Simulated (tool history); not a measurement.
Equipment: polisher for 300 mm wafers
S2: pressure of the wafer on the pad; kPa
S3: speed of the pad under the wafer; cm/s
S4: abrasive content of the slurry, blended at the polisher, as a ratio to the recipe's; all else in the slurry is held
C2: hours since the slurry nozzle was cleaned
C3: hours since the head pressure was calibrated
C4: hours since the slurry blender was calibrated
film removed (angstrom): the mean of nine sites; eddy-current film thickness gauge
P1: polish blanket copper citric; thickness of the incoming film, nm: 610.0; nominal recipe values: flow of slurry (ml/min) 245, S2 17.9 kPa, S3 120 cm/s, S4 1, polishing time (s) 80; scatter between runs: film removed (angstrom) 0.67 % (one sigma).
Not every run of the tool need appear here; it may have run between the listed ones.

{"run": 1, "day": 0.525, "flow of slurry (ml/min)": 245, "S2": 17.9, "S3": 120, "S4": 1, "polishing time (s)": 80, "wafers polished on this pad": 1069, "C2": 393.7, "C3": 246.8, "C4": 77.8, "film removed (angstrom)": 1597.2}
{"run": 2, "day": 0.883, "flow of slurry (ml/min)": 245, "S2": 17.9, "S3": 120, "S4": 1, "polishing time (s)": 80, "wafers polished on this pad": 1171, "C2": 402.3, "C3": 255.4, "C4": 86.4, "film removed (angstrom)": 1603.8}
{"run": 3, "day": 1.592, "flow of slurry (ml/min)": 245, "S2": 17.9, "S3": 120, "S4": 1, "polishing time (s)": 80, "wafers polished on this pad": 1371, "C2": 419.3, "C3": 272.4, "C4": 103.4, "film removed (angstrom)": 1615.1}
{"run": 4, "day": 2.054, "flow of slurry (ml/min)": 245, "S2": 17.9, "S3": 120, "S4": 1, "polishing time (s)": 80, "wafers polished on this pad": 1502, "C2": 430.4, "C3": 283.5, "C4": 114.5, "film removed (angstrom)": 1624.2}
{"run": 5, "day": 2.504, "flow of slurry (ml/min)": 245, "S2": 17.9, "S3": 120, "S4": 1.3, "polishing time (s)": 45, "wafers polished on this pad": 1629, "C2": 441.2, "C3": 294.3, "C4": 125.3, "film removed (angstrom)": 960.23}
{"run": 6, "day": 3.025, "flow of slurry (ml/min)": 245, "S2": 13.1, "S3": 120, "S4": 1, "polishing time (s)": 80, "wafers polished on this pad": 1777, "C2": 453.7, "C3": 306.8, "C4": 137.8, "film removed (angstrom)": 1172.4}
{"run": 7, "day": 3.758, "flow of slurry (ml/min)": 375, "S2": 17.9, "S3": 120, "S4": 1, "polishing time (s)": 80, "wafers polished on this pad": 1984, "C2": 471.3, "C3": 324.4, "C4": 155.4, "film removed (angstrom)": 1662.5}
{"run": 8, "day": 4.142, "flow of slurry (ml/min)": 245, "S2": 17.9, "S3": 64, "S4": 1, "polishing time (s)": 80, "wafers polished on this pad": 2093, "C2": 480.5, "C3": 333.6, "C4": 164.6, "film removed (angstrom)": 871.87}
{"run": 9, "day": 4.846, "flow of slurry (ml/min)": 245, "S2": 17.9, "S3": 120, "S4": 1, "polishing time (s)": 110, "wafers polished on this pad": 2292, "C2": 497.4, "C3": 350.5, "C4": 181.5, "film removed (angstrom)": 2197.5}
{"day": 5.129, "done": "slurry nozzle cleaned"}
{"run": 10, "day": 5.542, "flow of slurry (ml/min)": 245, "S2": 17.9, "S3": 120, "S4": 1, "polishing time (s)": 80, "wafers polished on this pad": 2489, "C2": 10, "C3": 367.2, "C4": 198.2, "film removed (angstrom)": 1586.8}
{"run": 11, "day": 6.217, "flow of slurry (ml/min)": 145, "S2": 17.9, "S3": 120, "S4": 1, "polishing time (s)": 80, "wafers polished on this pad": 2680, "C2": 26.2, "C3": 383.4, "C4": 214.4, "film removed (angstrom)": 1488.3}
{"run": 12, "day": 6.721, "flow of slurry (ml/min)": 245, "S2": 17.9, "S3": 120, "S4": 1, "polishing time (s)": 36, "wafers polished on this pad": 2823, "C2": 38.3, "C3": 395.5, "C4": 226.5, "film removed (angstrom)": 725.81}
{"run": 13, "day": 7.362, "flow of slurry (ml/min)": 245, "S2": 17.9, "S3": 120, "S4": 1.35, "polishing time (s)": 80, "wafers polished on this pad": 3004, "C2": 53.7, "C3": 410.9, "C4": 241.9, "film removed (angstrom)": 1720.1}
{"run": 14, "day": 7.862, "flow of slurry (ml/min)": 245, "S2": 24.8, "S3": 120, "S4": 1, "polishing time (s)": 80, "wafers polished on this pad": 3146, "C2": 65.7, "C3": 422.9, "C4": 253.9, "film removed (angstrom)": 2186.7}
{"day": 8.062, "done": "slurry blender recalibrated"}
{"run": 15, "day": 8.488, "flow of slurry (ml/min)": 245, "S2": 17.9, "S3": 120, "S4": 1, "polishing time (s)": 80, "wafers polished on this pad": 3323, "C2": 80.7, "C3": 437.9, "C4": 10.3, "film removed (angstrom)": 1609.7}
{"run": 16, "day": 9.117, "flow of slurry (ml/min)": 245, "S2": 17.9, "S3": 120, "S4": 0.6, "polishing time (s)": 80, "wafers polished on this pad": 3501, "C2": 95.8, "C3": 453, "C4": 25.4, "film removed (angstrom)": 1454.6}
{"run": 17, "day": 9.717, "flow of slurry (ml/min)": 245, "S2": 17.9, "S3": 174, "S4": 1, "polishing time (s)": 112, "wafers polished on this pad": 3671, "C2": 110.2, "C3": 467.4, "C4": 39.8, "film removed (angstrom)": 3245.4}
{"run": 18, "day": 10.379, "flow of slurry (ml/min)": 245, "S2": 17.9, "S3": 188, "S4": 1, "polishing time (s)": 80, "wafers polished on this pad": 3858, "C2": 126.1, "C3": 483.3, "C4": 55.7, "film removed (angstrom)": 2486.7}
{"run": 19, "day": 10.746, "flow of slurry (ml/min)": 245, "S2": 17.9, "S3": 120, "S4": 1, "polishing time (s)": 80, "wafers polished on this pad": 3962, "C2": 134.9, "C3": 492.1, "C4": 64.5, "film removed (angstrom)": 1603}
{"run": 20, "day": 11.417, "flow of slurry (ml/min)": 245, "S2": 17.9, "S3": 120, "S4": 1, "polishing time (s)": 80, "wafers polished on this pad": 4152, "C2": 151, "C3": 508.2, "C4": 80.6, "film removed (angstrom)": 1582}
{"run": 21, "day": 12.021, "flow of slurry (ml/min)": 245, "S2": 17.9, "S3": 120, "S4": 1, "polishing time (s)": 80, "wafers polished on this pad": 4323, "C2": 165.5, "C3": 522.7, "C4": 95.1, "film removed (angstrom)": 1543.7}
{"run": 22, "day": 12.717, "flow of slurry (ml/min)": 245, "S2": 17.9, "S3": 120, "S4": 1, "polishing time (s)": 80, "wafers polished on this pad": 4520, "C2": 182.2, "C3": 539.4, "C4": 111.8, "film removed (angstrom)": 1554.9}
{"day": 12.808, "done": "head pressure recalibrated"}
{"run": 23, "day": 13.392, "flow of slurry (ml/min)": 245, "S2": 17.9, "S3": 120, "S4": 1, "polishing time (s)": 80, "wafers polished on this pad": 4711, "C2": 198.4, "C3": 14, "C4": 128, "film removed (angstrom)": 1542}
{"run": 24, "day": 13.783, "flow of slurry (ml/min)": 245, "S2": 17.9, "S3": 120, "S4": 1, "polishing time (s)": 80, "wafers polished on this pad": 4821, "C2": 207.8, "C3": 23.4, "C4": 137.4, "film removed (angstrom)": 1533.8}
{"day": 13.921, "done": "slurry blender recalibrated"}
{"run": 25, "day": 14.1, "flow of slurry (ml/min)": 245, "S2": 17.9, "S3": 120, "S4": 1, "polishing time (s)": 80, "wafers polished on this pad": 4911, "C2": 215.4, "C3": 31, "C4": 4.4, "film removed (angstrom)": 1542.3}
{"run": 26, "day": 14.667, "flow of slurry (ml/min)": 245, "S2": 17.9, "S3": 120, "S4": 1, "polishing time (s)": 80, "wafers polished on this pad": 5071, "C2": 229, "C3": 44.6, "C4": 18, "film removed (angstrom)": 1521.5}
{"run": 27, "day": 15.362, "flow of slurry (ml/min)": 245, "S2": 17.9, "S3": 120, "S4": 1, "polishing time (s)": 80, "wafers polished on this pad": 5268, "C2": 245.7, "C3": 61.3, "C4": 34.7, "film removed (angstrom)": 1525}

P1 no longer gives what it gave before; its output has crept away from where it was. The following 2 causes, each at its listed size, fit the log equally well:
A: removal rate lost through wear of the pad, % = 4.85
B: slurry flow missing at the pad, % = 31.4
The creep began at about day 10.746.
Every other cause this tool's parts could produce, and why it does not fit the log:
head's pressure below its setpoint, %: work on it at day 12.808, done after the drift set in, did not restore what the process gave before
abrasive missing from the slurry, %: work on it at day 13.921, done after the drift set in, did not restore what the process gave before

4 check runs are offered, each on 3 wafers whose results are averaged, their results left as question marks. Which one tells the causes apart?
{"run": "check 1", "day": 16.058, "flow of slurry (ml/min)": 145, "S2": 17.9, "S3": 120, "S4": 1, "polishing time (s)": 80, "film removed (angstrom)": "?"}
{"run": "check 2", "day": 16.058, "flow of slurry (ml/min)": 245, "S2": 22.8, "S3": 120, "S4": 1, "polishing time (s)": 41, "film removed (angstrom)": "?"}
{"run": "check 3", "day": 16.058, "flow of slurry (ml/min)": 245, "S2": 17.9, "S3": 120, "S4": 1.25, "polishing time (s)": 80, "film removed (angstrom)": "?"}
{"run": "check 4", "day": 16.058, "flow of slurry (ml/min)": 245, "S2": 17.9, "S3": 120, "S4": 0.75, "polishing time (s)": 80, "film removed (angstrom)": "?"}

Outcome of each check run for each possible cause:
check=check_1 result=film_removed_(angstrom) if_A=1418 if_B=1374.9
check=check_2 result=film_removed_(angstrom) if_A=988.73 if_B=988.81
check=check_3 result=film_removed_(angstrom) if_A=1603.3 if_B=1603.4
check=check_4 result=film_removed_(angstrom) if_A=1437.7 if_B=1437.8
Per check, the gap between the least separated pair of causes, taken in the result that splits them most: check 1 3.08 %; check 2 0.01 %; check 3 0.01 %; check 4 0.01 %
The other checks would show nearly matching results whichever cause is true, so check 1 is the only one that separates the causes.

Check 1 has now been run. It gave: film removed (angstrom) 1419.9. Which of the candidate causes is it?

A is the cause: removal rate lost through wear of the pad, %.

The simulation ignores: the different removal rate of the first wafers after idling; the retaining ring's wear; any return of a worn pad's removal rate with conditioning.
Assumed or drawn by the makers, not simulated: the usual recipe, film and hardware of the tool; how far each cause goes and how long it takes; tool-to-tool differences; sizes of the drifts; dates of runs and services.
